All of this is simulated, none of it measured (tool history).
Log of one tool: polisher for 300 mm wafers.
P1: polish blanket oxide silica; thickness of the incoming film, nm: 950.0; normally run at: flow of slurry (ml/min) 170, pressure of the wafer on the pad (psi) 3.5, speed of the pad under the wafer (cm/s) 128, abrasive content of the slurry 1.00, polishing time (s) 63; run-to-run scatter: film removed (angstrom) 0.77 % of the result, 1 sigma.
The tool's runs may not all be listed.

run   hour  flow of slurry (ml/min)  pressure of the wafer on the pad (psi)  speed of the pad under the wafer (cm/s)  abrasive content of the slurry  polishing time (s)  wafers polished on this pad  hours since the slurry nozzle was cleaned  hours since the head pressure was calibrated  hours since the slurry blender was calibrated  hours since the conditioning disc was replaced  film removed (angstrom)
  1    8.7                      170                                     3.5                                      128                            1.00                  63                          852                                      123.2                                         636.5                                          227.9                                            75.2                  1652.20
  2   20.1                      170                                     3.5                                      128                            0.50                  63                         1006                                      134.6                                         647.9                                          239.3                                            86.6                  1134.50
  3   26.2                      170                                     3.5                                      194                            1.20                  63                         1088                                      140.7                                         654.0                                          245.4                                            92.7                  2478.00
  4   33.4                      170                                     5.4                                      128                            1.00                  63                         1184                                      147.9                                         661.2                                          252.6                                            99.9                  2559.50
  5   46.8                      170                                     3.5                                      128                            1.00                  79                         1365                                      161.3                                         674.6                                          266.0                                           113.3                  2070.90
  6   58.8                      170                                     1.7                                      128                            1.00                  63                         1526                                      173.3                                         686.6                                          278.0                                           125.3                   805.62
  7   70.0                      170                                     3.5                                      128                            1.00                  63                         1677                                      184.5                                         697.8                                          289.2                                           136.5                  1673.90
  8   76.2                      170                                     3.5                                      128                            1.00                  28                         1760                                      190.7                                         704.0                                          295.4                                           142.7                   734.06
      78.4  -- head pressure recalibrated
  9   88.5                      170                                     3.5                                      128                            1.00                  63                         1926                                      203.0                                          10.1                                          307.7                                           155.0                  1647.00
 10   98.2                      170                                     3.5                                      186                            1.00                  63                         2056                                      212.7                                          19.8                                          317.4                                           164.7                  2260.60
 11  109.1                      170                                     3.5                                      128                            1.00                  63                         2203                                      223.6                                          30.7                                          328.3                                           175.6                  1687.70
 12  115.1                      170                                     3.5                                      128                            1.00                  63                         2283                                      229.6                                          36.7                                          334.3                                           181.6                  1678.10
 13  124.8                      265                                     3.5                                      128                            1.00                  63                         2414                                      239.3                                          46.4                                          344.0                                           191.3                  1750.10
 14  131.0                      170                                     3.5                                      128                            1.30                  63                         2497                                      245.5                                          52.6                                          350.2                                           197.5                  1860.40
 15  143.9                      240                                     3.5                                      128                            0.65                  63                         2671                                      258.4                                          65.5                                          363.1                                           210.4                  1387.30
 16  149.8                      100                                     3.5                                      128                            1.00                  63                         2750                                      264.3                                          71.4                                          369.0                                           216.3                  1495.70
 17  160.7                      170                                     3.5                                       60                            1.00                  63                         2897                                      275.2                                          82.3                                          379.9                                           227.2                   914.98
 18  169.9                      170                                     3.5                                      128                            1.00                  63                         3020                                      284.4                                          91.5                                          389.1                                           236.4                  1652.40
 19  179.2                      170                                     3.5                                      128                            1.00                  63                         3145                                      293.7                                         100.8                                          398.4                                           245.7                  1567.70
 20  185.6                      170                                     3.5                                      128                            1.00                  63                         3232                                      300.1                                         107.2                                          404.8                                           252.1                  1541.40
 21  193.5                      170                                     3.5                                      128                            1.00                  63                         3338                                      308.0                                         115.1                                          412.7                                           260.0                  1510.80
     198.4  -- conditioning disc replaced and pad reconditioned
 22  203.0                      170                                     3.5                                      128                            1.00                  63                         3466                                      317.5                                         124.6                                          422.2                                             4.6                  1483.50
     209.1  -- head pressure recalibrated
 23  213.3                      170                                     3.5                                      128                            1.00                  63                         3604                                      327.8                                           4.2                                          432.5                                            14.9                  1451.90
     214.2  -- slurry nozzle cleaned
 24  221.0                      170                                     3.5                                      128                            1.00                  63                         3708                                        6.9                                          11.9                                          440.2                                            22.6                  1451.90
 25  232.0                      170                                     3.5                                      128                            1.00                  63                         3856                                       17.9                                          22.9                                          451.2                                            33.6                  1448.40

What P1 gives has crept away from where it was. These 2 causes fit the log equally well, each at the size given:
A: abrasive missing from the slurry, % = 24.4
B: removal rate lost through wear of the pad, % = 12.8
The creep began at about hour 169.9.
Why every other cause is out:
slurry flow missing at the pad, %: serviced at hour 214.2, which brought nothing back
head's pressure below its setpoint, %: serviced at hour 209.1, which brought nothing back
time polished since the conditioner stopped cutting, s: serviced at hour 198.4, which brought nothing back

4 check runs are offered, each on 2 wafers whose results are averaged, their results left as question marks. Which one tells the causes apart?
check 1  243.0                      170                                     3.5                                      154                            1.00                  63                                                                                                                                                                                                                                             ?
check 2  243.0                      170                                     3.5                                      102                            1.00                  63                                                                                                                                                                                                                                             ?
check 3  243.0                      100                                     3.5                                      128                            0.55                  63                                                                                                                                                                                                                                             ?
check 4  243.0                      170                                     5.2                                      128                            1.00                  63                                                                                                                                                                                                                                             ?

What each check would give under each cause:
  check                   result     if A     if B
check 1  film removed (angstrom)  1683.70  1683.60
check 2  film removed (angstrom)  1211.00  1210.90
check 3  film removed (angstrom)   915.03   953.05
check 4  film removed (angstrom)  2157.50  2157.40
How far apart the two closest causes lie, in the result that separates them most: check 1 0.01 %; check 2 0.01 %; check 3 4.07 %; check 4 0.01 %
Only check 3 tells the causes apart: in the others they would give nearly the same result.

Then check 3 was run and gave: film removed (angstrom) 907.99. Which cause is it?

It is A: abrasive missing from the slurry, %.
